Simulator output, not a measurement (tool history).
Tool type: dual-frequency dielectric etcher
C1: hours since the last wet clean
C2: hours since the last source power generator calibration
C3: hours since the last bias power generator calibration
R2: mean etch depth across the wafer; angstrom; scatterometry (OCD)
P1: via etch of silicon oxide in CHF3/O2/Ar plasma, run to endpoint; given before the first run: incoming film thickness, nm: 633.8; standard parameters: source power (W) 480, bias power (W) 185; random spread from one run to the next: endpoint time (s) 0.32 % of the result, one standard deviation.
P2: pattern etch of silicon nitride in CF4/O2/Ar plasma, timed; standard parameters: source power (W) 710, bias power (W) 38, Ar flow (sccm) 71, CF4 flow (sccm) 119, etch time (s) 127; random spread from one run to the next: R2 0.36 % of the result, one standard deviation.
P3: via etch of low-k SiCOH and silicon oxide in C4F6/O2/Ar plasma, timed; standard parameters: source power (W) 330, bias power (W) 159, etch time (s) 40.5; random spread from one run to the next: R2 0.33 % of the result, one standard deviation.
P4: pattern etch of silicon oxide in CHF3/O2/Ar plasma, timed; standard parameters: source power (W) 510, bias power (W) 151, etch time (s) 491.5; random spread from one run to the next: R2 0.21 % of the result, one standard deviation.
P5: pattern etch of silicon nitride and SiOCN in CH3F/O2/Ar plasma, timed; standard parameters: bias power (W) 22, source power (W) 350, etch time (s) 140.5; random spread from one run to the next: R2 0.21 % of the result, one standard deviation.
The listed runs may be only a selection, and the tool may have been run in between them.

{"run": 1, "hour": 4.7, "process that ran": "P1", "source power (W)": 480, "bias power (W)": 185, "C1": 284.8, "C2": 871.1, "C3": 790.1, "endpoint time (s)": 352.55}
{"run": 2, "hour": 11.4, "process that ran": "P4", "source power (W)": 510, "bias power (W)": 151, "etch time (s)": 491.5, "C1": 291.5, "C2": 877.8, "C3": 796.8, "R2": 8677}
{"run": 3, "hour": 15.0, "process that ran": "P5", "source power (W)": 350, "bias power (W)": 22, "etch time (s)": 140.5, "C1": 295.1, "C2": 881.4, "C3": 800.4, "R2": 179.71}
{"run": 4, "hour": 20.4, "process that ran": "P5", "source power (W)": 350, "bias power (W)": 22, "etch time (s)": 172.5, "C1": 300.5, "C2": 886.8, "C3": 805.8, "R2": 220.9}
{"run": 5, "hour": 27.7, "process that ran": "P4", "source power (W)": 510, "bias power (W)": 151, "etch time (s)": 270.5, "C1": 307.8, "C2": 894.1, "C3": 813.1, "R2": 4784.9}
{"run": 6, "hour": 32.0, "process that ran": "P4", "source power (W)": 510, "bias power (W)": 109, "etch time (s)": 491.5, "C1": 312.1, "C2": 898.4, "C3": 817.4, "R2": 7801.6}
{"run": 7, "hour": 39.1, "process that ran": "P2", "source power (W)": 710, "bias power (W)": 38, "etch time (s)": 127, "Ar flow (sccm)": 71, "CF4 flow (sccm)": 169, "C1": 319.2, "C2": 905.5, "C3": 824.5, "R2": 3373.9}
{"run": 8, "hour": 45.1, "process that ran": "P1", "source power (W)": 600, "bias power (W)": 185, "C1": 325.2, "C2": 911.5, "C3": 830.5, "endpoint time (s)": 321.61}
{"run": 9, "hour": 49.9, "process that ran": "P2", "source power (W)": 520, "bias power (W)": 38, "etch time (s)": 127, "Ar flow (sccm)": 71, "CF4 flow (sccm)": 119, "C1": 330, "C2": 916.3, "C3": 835.3, "R2": 2469}
{"run": 10, "hour": 53.5, "process that ran": "P1", "source power (W)": 480, "bias power (W)": 113, "C1": 333.6, "C2": 919.9, "C3": 838.9, "endpoint time (s)": 414.6}
{"run": 11, "hour": 59.9, "process that ran": "P1", "source power (W)": 670, "bias power (W)": 131, "C1": 340, "C2": 926.3, "C3": 845.3, "endpoint time (s)": 345.85}
{"run": 12, "hour": 66.6, "process that ran": "P2", "source power (W)": 710, "bias power (W)": 38, "etch time (s)": 72, "Ar flow (sccm)": 71, "CF4 flow (sccm)": 119, "C1": 346.7, "C2": 933, "C3": 852, "R2": 1837.6}
{"run": 13, "hour": 73.6, "process that ran": "P3", "source power (W)": 330, "bias power (W)": 159, "etch time (s)": 60, "C1": 353.7, "C2": 940, "C3": 859, "R2": 1260.1}
{"run": 14, "hour": 80.1, "process that ran": "P1", "source power (W)": 480, "bias power (W)": 185, "C1": 360.2, "C2": 946.5, "C3": 865.5, "endpoint time (s)": 348.54}
{"run": 15, "hour": 87.2, "process that ran": "P3", "source power (W)": 330, "bias power (W)": 159, "etch time (s)": 40.5, "C1": 367.3, "C2": 953.6, "C3": 872.6, "R2": 856.27}
{"run": 16, "hour": 91.8, "process that ran": "P3", "source power (W)": 330, "bias power (W)": 109, "etch time (s)": 40.5, "C1": 371.9, "C2": 958.2, "C3": 877.2, "R2": 763.95}
{"run": 17, "hour": 95.6, "process that ran": "P5", "source power (W)": 350, "bias power (W)": 13, "etch time (s)": 140.5, "C1": 375.7, "C2": 962, "C3": 881, "R2": 144.28}
{"run": 18, "hour": 100.0, "process that ran": "P1", "source power (W)": 580, "bias power (W)": 153, "C1": 380.1, "C2": 966.4, "C3": 885.4, "endpoint time (s)": 347.81}
{"run": 19, "hour": 105.6, "process that ran": "P1", "source power (W)": 480, "bias power (W)": 185, "C1": 385.7, "C2": 972, "C3": 891, "endpoint time (s)": 349.11}
{"run": 20, "hour": 108.9, "process that ran": "P5", "source power (W)": 260, "bias power (W)": 22, "etch time (s)": 140.5, "C1": 389, "C2": 975.3, "C3": 894.3, "R2": 161.85}
{"run": 21, "hour": 113.9, "process that ran": "P1", "source power (W)": 480, "bias power (W)": 185, "C1": 394, "C2": 980.3, "C3": 899.3, "endpoint time (s)": 350.63}
{"run": 22, "hour": 119.7, "process that ran": "P2", "source power (W)": 710, "bias power (W)": 38, "etch time (s)": 127, "Ar flow (sccm)": 71, "CF4 flow (sccm)": 119, "C1": 399.8, "C2": 986.1, "C3": 905.1, "R2": 3260}
{"run": 23, "hour": 126.3, "process that ran": "P3", "source power (W)": 450, "bias power (W)": 159, "etch time (s)": 40.5, "C1": 406.4, "C2": 992.7, "C3": 911.7, "R2": 965.46}
{"run": 24, "hour": 130.5, "process that ran": "P2", "source power (W)": 710, "bias power (W)": 38, "etch time (s)": 127, "Ar flow (sccm)": 97, "CF4 flow (sccm)": 119, "C1": 410.6, "C2": 996.9, "C3": 915.9, "R2": 3144.6}
{"run": 25, "hour": 137.0, "process that ran": "P4", "source power (W)": 310, "bias power (W)": 151, "etch time (s)": 491.5, "C1": 417.1, "C2": 1003.4, "C3": 922.4, "R2": 7178.8}
{"run": 26, "hour": 140.8, "process that ran": "P2", "source power (W)": 710, "bias power (W)": 38, "etch time (s)": 127, "Ar flow (sccm)": 71, "CF4 flow (sccm)": 119, "C1": 420.9, "C2": 1007.2, "C3": 926.2, "R2": 3245.6}
{"run": 27, "hour": 147.3, "process that ran": "P1", "source power (W)": 370, "bias power (W)": 185, "C1": 427.4, "C2": 1013.7, "C3": 932.7, "endpoint time (s)": 389.53}
{"run": 28, "hour": 152.1, "process that ran": "P2", "source power (W)": 710, "bias power (W)": 25, "etch time (s)": 127, "Ar flow (sccm)": 71, "CF4 flow (sccm)": 119, "C1": 432.2, "C2": 1018.5, "C3": 937.5, "R2": 2879.3}
{"run": 29, "hour": 157.2, "process that ran": "P4", "source power (W)": 510, "bias power (W)": 151, "etch time (s)": 491.5, "C1": 437.3, "C2": 1023.6, "C3": 942.6, "R2": 8682.1}
{"run": 30, "hour": 161.8, "process that ran": "P1", "source power (W)": 480, "bias power (W)": 185, "C1": 441.9, "C2": 1028.2, "C3": 947.2, "endpoint time (s)": 349.71}
{"run": 31, "hour": 166.6, "process that ran": "P1", "source power (W)": 480, "bias power (W)": 185, "C1": 446.7, "C2": 1033, "C3": 952, "endpoint time (s)": 351.43}
{"run": 32, "hour": 171.6, "process that ran": "P1", "source power (W)": 480, "bias power (W)": 253, "C1": 451.7, "C2": 1038, "C3": 957, "endpoint time (s)": 314.5}
{"run": 33, "hour": 178.4, "process that ran": "P1", "source power (W)": 480, "bias power (W)": 185, "C1": 458.5, "C2": 1044.8, "C3": 963.8, "endpoint time (s)": 349.07}
{"run": 34, "hour": 185.7, "process that ran": "P1", "source power (W)": 480, "bias power (W)": 185, "C1": 465.8, "C2": 1052.1, "C3": 971.1, "endpoint time (s)": 353.86}
{"run": 35, "hour": 189.5, "process that ran": "P1", "source power (W)": 480, "bias power (W)": 185, "C1": 469.6, "C2": 1055.9, "C3": 974.9, "endpoint time (s)": 354.32}
{"run": 36, "hour": 194.0, "process that ran": "P1", "source power (W)": 480, "bias power (W)": 185, "C1": 474.1, "C2": 1060.4, "C3": 979.4, "endpoint time (s)": 356.49}
{"hour": 198.7, "done": "wet clean of the chamber"}
{"run": 37, "hour": 199.9, "process that ran": "P1", "source power (W)": 480, "bias power (W)": 185, "C1": 1.3, "C2": 1066.3, "C3": 985.3, "endpoint time (s)": 355.8}
{"run": 38, "hour": 204.8, "process that ran": "P1", "source power (W)": 480, "bias power (W)": 185, "C1": 6.2, "C2": 1071.2, "C3": 990.2, "endpoint time (s)": 354.82}
{"run": 39, "hour": 209.7, "process that ran": "P1", "source power (W)": 480, "bias power (W)": 185, "C1": 11.1, "C2": 1076.1, "C3": 995.1, "endpoint time (s)": 356.25}
{"run": 40, "hour": 216.6, "process that ran": "P1", "source power (W)": 480, "bias power (W)": 185, "C1": 18, "C2": 1083, "C3": 1002, "endpoint time (s)": 356.38}
{"run": 41, "hour": 220.9, "process that ran": "P1", "source power (W)": 480, "bias power (W)": 185, "C1": 22.3, "C2": 1087.3, "C3": 1006.3, "endpoint time (s)": 358.42}
{"run": 42, "hour": 224.8, "process that ran": "P1", "source power (W)": 480, "bias power (W)": 185, "C1": 26.2, "C2": 1091.2, "C3": 1010.2, "endpoint time (s)": 358.54}
{"run": 43, "hour": 231.3, "process that ran": "P1", "source power (W)": 480, "bias power (W)": 185, "C1": 32.7, "C2": 1097.7, "C3": 1016.7, "endpoint time (s)": 357.96}

P1 no longer gives what it gave before; its output has crept away from where it was. The following 2 causes, each at its listed size, fit the log equally well:
A: source power that arrives under what is set, % = 4.18
B: bias power that arrives under what is set, % = 4.63
The process output started creeping at around hour 178.4.
Ruled out, with reasons:
chamber walls in a state that lowers the etch rate, %: serviced after onset, at hour 198.7, with no recovery of the prior output

Consider the 4 check runs below, whose results appear as question marks and each of which averages 2 wafers. Which one distinguishes the causes, in that each cause would give it a clearly different result?
{"run": "check 1", "hour": 237.8, "process that ran": "P4", "source power (W)": 380, "bias power (W)": 151, "etch time (s)": 270.5, "R2": "?"}
{"run": "check 2", "hour": 237.8, "process that ran": "P5", "source power (W)": 280, "bias power (W)": 13, "etch time (s)": 140.5, "R2": "?"}
{"run": "check 3", "hour": 237.8, "process that ran": "P3", "source power (W)": 330, "bias power (W)": 111, "etch time (s)": 59.5, "R2": "?"}
{"run": "check 4", "hour": 237.8, "process that ran": "P2", "source power (W)": 710, "bias power (W)": 38, "etch time (s)": 101.5, "Ar flow (sccm)": 89, "CF4 flow (sccm)": 119, "R2": "?"}

If the cause were each of the candidates in turn, the checks would give the following:
check=check_1 result=R2 if_A=4195 if_B=4197.2
check=check_2 result=R2 if_A=130.79 if_B=130.32
check=check_3 result=R2 if_A=1108.7 if_B=1112.6
check=check_4 result=R2 if_A=2439.8 if_B=2495
Minimum pairwise separation of causes per check, each pair taken at its best-separating result: check 1 0.05 %; check 2 0.36 %; check 3 0.36 %; check 4 2.24 %
The causes can be told apart only by check 4. The other checks would give nearly the same results under each of them.

With check 4 done, the readings were: R2 2490.2 angstrom. Identify which of the listed causes applies.

It is B: bias power that arrives under what is set, %.

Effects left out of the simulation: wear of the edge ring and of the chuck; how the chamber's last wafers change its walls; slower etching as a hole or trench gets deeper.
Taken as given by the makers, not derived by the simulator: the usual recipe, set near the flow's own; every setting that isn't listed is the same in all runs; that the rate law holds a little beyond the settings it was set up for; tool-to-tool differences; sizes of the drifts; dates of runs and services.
